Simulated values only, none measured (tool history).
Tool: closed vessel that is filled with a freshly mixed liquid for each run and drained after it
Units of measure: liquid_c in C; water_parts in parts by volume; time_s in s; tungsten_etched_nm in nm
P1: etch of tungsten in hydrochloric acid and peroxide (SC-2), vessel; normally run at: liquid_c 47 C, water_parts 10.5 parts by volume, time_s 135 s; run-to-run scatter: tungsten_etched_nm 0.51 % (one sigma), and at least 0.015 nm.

| run | day | liquid_c | water_parts | time_s | hours since the thermometer was replaced | hours since the chemicals flow meter was replaced | hours since the drum of peroxide was connected | tungsten_etched_nm |
|---|---|---|---|---|---|---|---|---|
| 1 | 0.454 | 47 | 10.5 | 135 | 744.4 | 169.3 | 848.5 | 28.675 |
| 2 | 0.821 | 47 | 10.5 | 240 | 753.2 | 178.1 | 857.3 | 50.869 |
| 3 | 1.258 | 47 | 18.5 | 135 | 763.7 | 188.6 | 867.8 | 17.45 |
| 4 | 1.675 | 47 | 10.5 | 30 | 773.7 | 198.6 | 877.8 | 6.3549 |
| 5 | 1.958 | 47 | 10.5 | 135 | 780.5 | 205.4 | 884.6 | 28.88 |
| 6 | 2.217 | 47 | 10.5 | 135 | 786.7 | 211.6 | 890.8 | 28.829 |
| 7 | 2.588 | 47 | 10.5 | 135 | 795.6 | 220.5 | 899.7 | 28.709 |
| 8 | 3.046 | 47 | 10.5 | 135 | 806.6 | 231.5 | 910.7 | 28.707 |
| 9 | 3.296 | 47 | 4 | 135 | 812.6 | 237.5 | 916.7 | 60.059 |
| 10 | 3.733 | 47 | 16.5 | 195 | 823.1 | 248 | 927.2 | 27.958 |
| 11 | 3.958 | 35 | 10.5 | 135 | 828.5 | 253.4 | 932.6 | 12.348 |
| 12 | 4.229 | 47 | 10.5 | 135 | 835 | 259.9 | 939.1 | 28.618 |
| 13 | 4.617 | 47 | 16 | 190 | 844.3 | 269.2 | 948.4 | 27.751 |
| 14 | 5.062 | 63 | 10.5 | 135 | 855 | 279.9 | 959.1 | 81.162 |
| 15 | 5.312 | 47 | 10.5 | 135 | 861 | 285.9 | 965.1 | 28.431 |
| 16 | 5.579 | 47 | 10.5 | 135 | 867.4 | 292.3 | 971.5 | 29.745 |
| 17 | 5.958 | 47 | 10.5 | 135 | 876.5 | 301.4 | 980.6 | 30.369 |

Run 18 has not been measured yet. What should we expect?
| 18 | 6.208 | 47 | 10.5 | 135 | 882.5 | 307.4 | 986.6 | ? |

{"run 18": {"tungsten_etched_nm": 30.768}}
